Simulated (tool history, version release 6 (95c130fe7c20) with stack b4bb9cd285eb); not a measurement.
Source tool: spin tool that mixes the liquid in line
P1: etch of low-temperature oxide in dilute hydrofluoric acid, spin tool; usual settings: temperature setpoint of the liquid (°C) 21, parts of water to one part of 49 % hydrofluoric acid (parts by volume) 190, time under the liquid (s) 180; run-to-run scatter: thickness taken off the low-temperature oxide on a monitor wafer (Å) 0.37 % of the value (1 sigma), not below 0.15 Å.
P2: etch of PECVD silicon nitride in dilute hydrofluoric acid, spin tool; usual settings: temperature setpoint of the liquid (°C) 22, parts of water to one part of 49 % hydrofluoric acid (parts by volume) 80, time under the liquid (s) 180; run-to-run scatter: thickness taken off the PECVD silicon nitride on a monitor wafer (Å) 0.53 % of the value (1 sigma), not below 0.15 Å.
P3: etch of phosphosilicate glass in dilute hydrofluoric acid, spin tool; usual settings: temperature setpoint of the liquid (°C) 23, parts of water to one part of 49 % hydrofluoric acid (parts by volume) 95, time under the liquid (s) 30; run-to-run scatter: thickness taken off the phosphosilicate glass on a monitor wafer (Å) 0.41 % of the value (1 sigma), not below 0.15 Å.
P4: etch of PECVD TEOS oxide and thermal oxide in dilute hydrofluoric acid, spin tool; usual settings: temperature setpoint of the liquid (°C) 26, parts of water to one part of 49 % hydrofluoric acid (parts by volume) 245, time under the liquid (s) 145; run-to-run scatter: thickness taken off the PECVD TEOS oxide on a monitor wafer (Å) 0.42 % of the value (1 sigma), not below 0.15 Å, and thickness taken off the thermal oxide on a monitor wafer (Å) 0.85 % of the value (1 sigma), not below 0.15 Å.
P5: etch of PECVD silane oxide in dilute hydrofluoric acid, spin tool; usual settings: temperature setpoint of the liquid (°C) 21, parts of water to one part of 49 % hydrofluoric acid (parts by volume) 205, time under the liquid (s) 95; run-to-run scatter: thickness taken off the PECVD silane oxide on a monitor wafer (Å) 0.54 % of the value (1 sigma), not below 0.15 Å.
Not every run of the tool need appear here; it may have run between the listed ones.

| run | hour | process that ran | temperature setpoint of the liquid (°C) | parts of water to one part of 49 % hydrofluoric acid (parts by volume) | time under the liquid (s) | thickness taken off the low-temperature oxide on a monitor wafer (Å) | thickness taken off the phosphosilicate glass on a monitor wafer (Å) | thickness taken off the PECVD silicon nitride on a monitor wafer (Å) | thickness taken off the PECVD TEOS oxide on a monitor wafer (Å) | thickness taken off the thermal oxide on a monitor wafer (Å) | thickness taken off the PECVD silane oxide on a monitor wafer (Å) |
|---|---|---|---|---|---|---|---|---|---|---|---|
| 1 | 4.3 | P1 | 21 | 190 | 180 | 217.34 |  |  |  |  |  |
| 2 | 9.4 | P3 | 23 | 95 | 15 |  | 174.27 |  |  |  |  |
| 3 | 18.9 | P2 | 22 | 80 | 310 |  |  | 99.743 |  |  |  |
| 4 | 24.4 | P4 | 26 | 245 | 145 |  |  |  | 157.58 | 26.286 |  |
| 5 | 29.4 | P2 | 17.5 | 80 | 180 |  |  | 42.605 |  |  |  |
| 6 | 37.9 | P4 | 26 | 245 | 255 |  |  |  | 276.94 | 45.585 |  |
| 7 | 42.8 | P1 | 21 | 190 | 305 | 368 |  |  |  |  |  |
| 8 | 50.4 | P5 | 21 | 205 | 95 |  |  |  |  |  | 110.07 |
| 9 | 58 | P1 | 21 | 100 | 180 | 454.31 |  |  |  |  |  |
| 10 | 64.5 | P2 | 22 | 80 | 180 |  |  | 58.078 |  |  |  |
| 11 | 70.6 | P1 | 17 | 190 | 180 | 185.2 |  |  |  |  |  |
| 12 | 76.9 | P1 | 21 | 190 | 180 | 215.86 |  |  |  |  |  |
| 13 | 84.1 | P4 | 26 | 55 | 145 |  |  |  | 889.45 | 147.74 |  |
| 14 | 91.1 | P1 | 21 | 190 | 180 | 216.19 |  |  |  |  |  |
| 15 | 100.3 | P1 | 17 | 300 | 180 | 106.63 |  |  |  |  |  |
| 16 | 110.1 | P4 | 26 | 245 | 145 |  |  |  | 156.95 | 26.295 |  |
| 17 | 119.5 | P5 | 21 | 205 | 185 |  |  |  |  |  | 214.98 |
| 18 | 123.9 | P4 | 19 | 245 | 145 |  |  |  | 121.9 | 20.542 |  |
| 19 | 131 | P5 | 21 | 355 | 95 |  |  |  |  |  | 55.323 |
| 20 | 136.3 | P5 | 25.5 | 205 | 95 |  |  |  |  |  | 130.72 |
| 21 | 142.1 | P3 | 23 | 95 | 30 |  | 347.24 |  |  |  |  |
| 22 | 150.5 | P1 | 21 | 345 | 180 | 102.5 |  |  |  |  |  |
| 23 | 158.1 | P2 | 22 | 30 | 180 |  |  | 151.16 |  |  |  |
| 24 | 165.7 | P1 | 21 | 190 | 180 | 217.2 |  |  |  |  |  |
| 25 | 175.2 | P3 | 23 | 175 | 30 |  | 172.36 |  |  |  |  |
|  | 180.1 | hydrofluoric acid flow meter replaced |
| 26 | 181 | P1 | 21 | 190 | 180 | 216.59 |  |  |  |  |  |
| 27 | 190.5 | P1 | 21 | 190 | 180 | 217.8 |  |  |  |  |  |
| 28 | 197.5 | P1 | 27 | 190 | 180 | 269.31 |  |  |  |  |  |
| 29 | 202.5 | P1 | 21 | 190 | 65 | 77.682 |  |  |  |  |  |
| 30 | 210.3 | P3 | 17 | 95 | 30 |  | 272.3 |  |  |  |  |
| 31 | 217.5 | P1 | 21 | 190 | 180 | 214.92 |  |  |  |  |  |
| 32 | 223.2 | P1 | 21 | 190 | 180 | 211.43 |  |  |  |  |  |
| 33 | 227.5 | P1 | 21 | 190 | 180 | 207.6 |  |  |  |  |  |
| 34 | 233 | P1 | 21 | 190 | 180 | 206.9 |  |  |  |  |  |
| 35 | 239 | P1 | 21 | 190 | 180 | 204.18 |  |  |  |  |  |
| 36 | 243.5 | P1 | 21 | 190 | 180 | 205.7 |  |  |  |  |  |
| 37 | 248.5 | P1 | 21 | 190 | 180 | 202.57 |  |  |  |  |  |
| 38 | 257.7 | P1 | 21 | 190 | 180 | 200.66 |  |  |  |  |  |
| 39 | 263.4 | P1 | 21 | 190 | 180 | 200.67 |  |  |  |  |  |
| 40 | 269.8 | P1 | 21 | 190 | 180 | 199.5 |  |  |  |  |  |
| 41 | 279.1 | P1 | 21 | 190 | 180 | 201.72 |  |  |  |  |  |

Something has made what P1 gives creep away from where it was; the 2 causes below, each at its own stated size, fit the log equally well:
A: liquid colder than its thermometer reads (K) = 1.96
B: hydrofluoric acid flow below the setpoint (%) = 6.15
The process output started creeping at around hour 217.5.

Of the 4 check runs listed below, each run on one wafer and each result written as a question mark, which would let you distinguish the listed causes because they would give clearly different results?
| check 1 | 288.4 | P3 | 19.5 | 125 | 30 |  | ? |  |  |  |  |
| check 2 | 288.4 | P4 | 19.5 | 245 | 220 |  |  |  | ? | ? |  |
| check 3 | 288.4 | P5 | 21 | 330 | 165 |  |  |  |  |  | ? |
| check 4 | 288.4 | P2 | 22 | 35 | 305 |  |  | ? |  |  |  |

If the cause were each of the candidates in turn, the checks would give the following:
| check | result | if A | if B |
|---|---|---|---|
| check 1 | thickness taken off the phosphosilicate glass on a monitor wafer (Å) | 205.25 | 206.94 |
| check 2 | thickness taken off the PECVD TEOS oxide on a monitor wafer (Å) | 175.73 | 175.17 |
| check 2 | thickness taken off the thermal oxide on a monitor wafer (Å) | 29.245 | 29.152 |
| check 3 | thickness taken off the PECVD silane oxide on a monitor wafer (Å) | 98.407 | 97.222 |
| check 4 | thickness taken off the PECVD silicon nitride on a monitor wafer (Å) | 192.17 | 207.06 |
How far apart the two closest causes lie, in the result that separates them most: check 1 0.82 %; check 2 0.32 %; check 3 1.21 %; check 4 7.46 %
The other checks would show nearly matching results whichever cause is true, so check 4 is the only one that separates the causes.

Running check 4 produced the following: thickness taken off the PECVD silicon nitride on a monitor wafer (Å) 192.12. Which one of the listed causes fits?

It is A: liquid colder than its thermometer reads (K).
